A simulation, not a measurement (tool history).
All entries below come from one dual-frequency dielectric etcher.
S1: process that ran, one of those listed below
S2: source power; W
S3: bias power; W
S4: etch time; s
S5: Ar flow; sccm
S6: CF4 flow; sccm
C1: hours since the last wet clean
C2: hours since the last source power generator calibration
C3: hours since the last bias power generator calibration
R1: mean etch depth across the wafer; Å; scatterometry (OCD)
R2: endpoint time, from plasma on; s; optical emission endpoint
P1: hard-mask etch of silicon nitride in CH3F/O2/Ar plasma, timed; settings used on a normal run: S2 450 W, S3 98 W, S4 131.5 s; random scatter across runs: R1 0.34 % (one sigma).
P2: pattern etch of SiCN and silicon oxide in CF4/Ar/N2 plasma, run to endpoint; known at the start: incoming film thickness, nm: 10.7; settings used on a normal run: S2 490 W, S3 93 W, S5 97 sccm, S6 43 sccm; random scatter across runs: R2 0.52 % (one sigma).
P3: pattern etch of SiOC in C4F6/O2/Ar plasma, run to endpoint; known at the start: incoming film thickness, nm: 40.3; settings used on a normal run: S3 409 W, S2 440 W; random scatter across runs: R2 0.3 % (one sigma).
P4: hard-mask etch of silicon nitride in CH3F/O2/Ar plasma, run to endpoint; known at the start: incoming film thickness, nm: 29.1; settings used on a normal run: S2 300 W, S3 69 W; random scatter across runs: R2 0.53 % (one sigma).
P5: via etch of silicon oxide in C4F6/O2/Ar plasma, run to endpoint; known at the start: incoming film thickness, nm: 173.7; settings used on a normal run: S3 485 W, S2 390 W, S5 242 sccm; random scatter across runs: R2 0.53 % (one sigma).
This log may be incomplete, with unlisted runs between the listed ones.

| run | hour | S1 | S2 | S3 | S4 | S5 | S6 | C1 | C2 | C3 | R1 | R2 |
|---|---|---|---|---|---|---|---|---|---|---|---|---|
| 1 | 8.0 | P1 | 450 | 98 | 131.5 |  |  | 76.4 | 1839.0 | 883.8 | 1083.40 |  |
| 2 | 15.7 | P1 | 450 | 98 | 167.5 |  |  | 84.1 | 1846.7 | 891.5 | 1376.00 |  |
| 3 | 22.5 | P5 | 460 | 485 |  | 242 |  | 90.9 | 1853.5 | 898.3 |  | 36.5960 |
| 4 | 30.4 | P2 | 490 | 93 |  | 65 | 43 | 98.8 | 1861.4 | 906.2 |  | 10.2910 |
| 5 | 35.1 | P1 | 450 | 98 | 88.5 |  |  | 103.5 | 1866.1 | 910.9 | 726.43 |  |
| 6 | 39.8 | P2 | 490 | 93 |  | 97 | 26 | 108.2 | 1870.8 | 915.6 |  | 11.7250 |
| 7 | 44.4 | P5 | 390 | 485 |  | 177 |  | 112.8 | 1875.4 | 920.2 |  | 37.4050 |
| 8 | 52.2 | P4 | 200 | 69 |  |  |  | 120.6 | 1883.2 | 928.0 |  | 53.8780 |
| 9 | 61.4 | P1 | 450 | 98 | 131.5 |  |  | 129.8 | 1892.4 | 937.2 | 1087.40 |  |
| 10 | 65.7 | P1 | 450 | 80 | 160.5 |  |  | 134.1 | 1896.7 | 941.5 | 1224.40 |  |
| 11 | 70.6 | P3 | 440 | 409 |  |  |  | 139.0 | 1901.6 | 946.4 |  | 14.1590 |
| 12 | 76.5 | P1 | 450 | 98 | 131.5 |  |  | 144.9 | 1907.5 | 952.3 | 1087.80 |  |
| 13 | 82.7 | P5 | 390 | 308 |  | 242 |  | 151.1 | 1913.7 | 958.5 |  | 45.9040 |
| 14 | 89.1 | P5 | 390 | 485 |  | 242 |  | 157.5 | 1920.1 | 964.9 |  | 38.8800 |
| 15 | 95.5 | P4 | 300 | 51 |  |  |  | 163.9 | 1926.5 | 971.3 |  | 51.3300 |
| 16 | 102.7 | P4 | 300 | 69 |  |  |  | 171.1 | 1933.7 | 978.5 |  | 46.2240 |
| 17 | 106.9 | P1 | 450 | 124 | 72.5 |  |  | 175.3 | 1937.9 | 982.7 | 654.52 |  |
| 18 | 111.7 | P2 | 370 | 93 |  | 97 | 43 | 180.1 | 1942.7 | 987.5 |  | 13.9610 |
| 19 | 116.7 | P1 | 450 | 98 | 131.5 |  |  | 185.1 | 1947.7 | 992.5 | 1089.30 |  |
| 20 | 124.3 | P3 | 440 | 483 |  |  |  | 192.7 | 1955.3 | 1000.1 |  | 13.2740 |
| 21 | 131.9 | P1 | 450 | 122 | 131.5 |  |  | 200.3 | 1962.9 | 1007.7 | 1176.30 |  |
| 22 | 137.0 | P1 | 450 | 98 | 131.5 |  |  | 205.4 | 1968.0 | 1012.8 | 1080.30 |  |
| 23 | 145.9 | P2 | 490 | 93 |  | 97 | 43 | 214.3 | 1976.9 | 1021.7 |  | 11.0150 |
| 24 | 154.7 | P2 | 490 | 127 |  | 97 | 43 | 223.1 | 1985.7 | 1030.5 |  | 9.7385 |
| 25 | 162.6 | P3 | 330 | 409 |  |  |  | 231.0 | 1993.6 | 1038.4 |  | 15.7860 |
| 26 | 170.6 | P1 | 450 | 69 | 131.5 |  |  | 239.0 | 2001.6 | 1046.4 | 963.82 |  |
| 27 | 179.9 | P4 | 300 | 69 |  |  |  | 248.3 | 2010.9 | 1055.7 |  | 46.2750 |

Estimate the outcome of run 28 from the log above:
| 28 | 184.9 | P1 | 450 | 81 | 181.5 |  |  | 253.3 | 2015.9 | 1060.7 | ? |  |

{"run 28": {"R1": 1397.8}}
